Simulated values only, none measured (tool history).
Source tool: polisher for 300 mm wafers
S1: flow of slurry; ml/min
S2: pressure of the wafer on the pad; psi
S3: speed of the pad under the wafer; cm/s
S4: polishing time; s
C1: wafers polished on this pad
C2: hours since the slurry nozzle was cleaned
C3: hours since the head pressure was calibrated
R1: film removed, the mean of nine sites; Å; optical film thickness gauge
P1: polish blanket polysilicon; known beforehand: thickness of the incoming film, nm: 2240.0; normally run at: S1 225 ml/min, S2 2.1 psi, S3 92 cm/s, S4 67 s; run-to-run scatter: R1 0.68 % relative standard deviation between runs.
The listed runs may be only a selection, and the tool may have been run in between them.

run,hour,S1,S2,S3,S4,C1,C2,C3,R1
1,11,225,2.1,92,67,512,126.3,80.4,3342.2
2,27.6,135,3.1,92,67,732,142.9,97,4529.3
3,39.7,225,2.1,92,105,893,155,109.1,5254.6
4,47.5,225,2.1,92,46,996,162.8,116.9,2296
5,55.2,225,2.1,92,67,1098,170.5,124.6,3332.4
6,65.7,225,2.1,126,67,1237,181,135.1,4560.7
7,75.4,225,2.1,92,67,1366,190.7,144.8,3380.4
8,85.2,325,2.1,92,67,1496,200.5,154.6,3418.9
9,93.6,145,1.4,92,67,1607,208.9,163,2099.8
10,106,225,2.1,92,67,1772,221.3,175.4,3366
11,114.9,225,2.1,44,67,1890,230.2,184.3,1603.8
12,127.5,225,2.1,92,67,2057,242.8,196.9,3323.9
13,143.5,135,2.1,92,67,2269,258.8,212.9,3064.5
14,153,225,2.1,92,67,2395,268.3,222.4,3314.5
15,165.7,225,1,92,67,2563,281,235.1,1586.5
16,173.3,225,2.9,92,67,2664,288.6,242.7,4639.5
17,189.3,225,2.1,92,67,2876,304.6,258.7,3332.2
18,200.7,225,2.1,92,67,3027,316,270.1,3279.4
19,213,225,2.1,92,67,3190,328.3,282.4,3289.4
20,224.9,225,2.1,92,67,3348,340.2,294.3,3236
21,241.2,225,2.1,92,67,3564,356.5,310.6,3169.1

Forecast run 22:
# hour 253.2: worn pad replaced by a new one
22,254.7,225,2.1,92,67,20,370,324.1,?

{"run 22": {"R1": 3199}}

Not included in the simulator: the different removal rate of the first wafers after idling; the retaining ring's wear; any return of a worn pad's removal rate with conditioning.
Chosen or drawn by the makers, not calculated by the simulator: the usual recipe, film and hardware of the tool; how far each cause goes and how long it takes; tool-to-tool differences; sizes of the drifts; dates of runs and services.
